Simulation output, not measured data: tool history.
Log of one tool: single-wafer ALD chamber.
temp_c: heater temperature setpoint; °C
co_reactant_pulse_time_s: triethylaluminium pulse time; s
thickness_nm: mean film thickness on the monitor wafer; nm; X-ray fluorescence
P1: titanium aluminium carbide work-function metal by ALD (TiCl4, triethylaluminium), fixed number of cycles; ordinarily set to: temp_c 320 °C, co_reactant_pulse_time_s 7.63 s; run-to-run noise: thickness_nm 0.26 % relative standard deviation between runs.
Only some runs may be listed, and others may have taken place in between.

run	day	temp_c	co_reactant_pulse_time_s	thickness_nm
1	0.592	320	7.63	2.0784
2	1.142	320	7.63	2.0794
3	1.754	320	7.63	2.0796
4	2.358	320	7.63	2.0768
5	2.65	296	10.64	1.9698
6	3.154	320	2.68	1.3464
7	3.517	345	7.63	2.29
8	4.079	335	3.15	1.5721
9	4.454	342	3.51	1.703
10	4.983	320	7.63	2.0732
11	5.596	320	7.63	2.0743
12	6.083	320	9.85	2.1642
13	6.688	320	7.63	2.0765
14	7.154	304	7.63	1.9405
15	7.65	320	7.63	2.0705
16	7.967	320	7.63	2.0638
17	8.358	320	7.63	2.0552
18	8.879	320	7.63	2.0617
19	9.154	320	7.63	2.0504
20	9.725	320	7.63	2.0574
21	10	320	7.63	2.0505

For run 22, what comes out?
22	10.462	320	7.63	?

Run 22 measured thickness_nm 2.0516 nm.

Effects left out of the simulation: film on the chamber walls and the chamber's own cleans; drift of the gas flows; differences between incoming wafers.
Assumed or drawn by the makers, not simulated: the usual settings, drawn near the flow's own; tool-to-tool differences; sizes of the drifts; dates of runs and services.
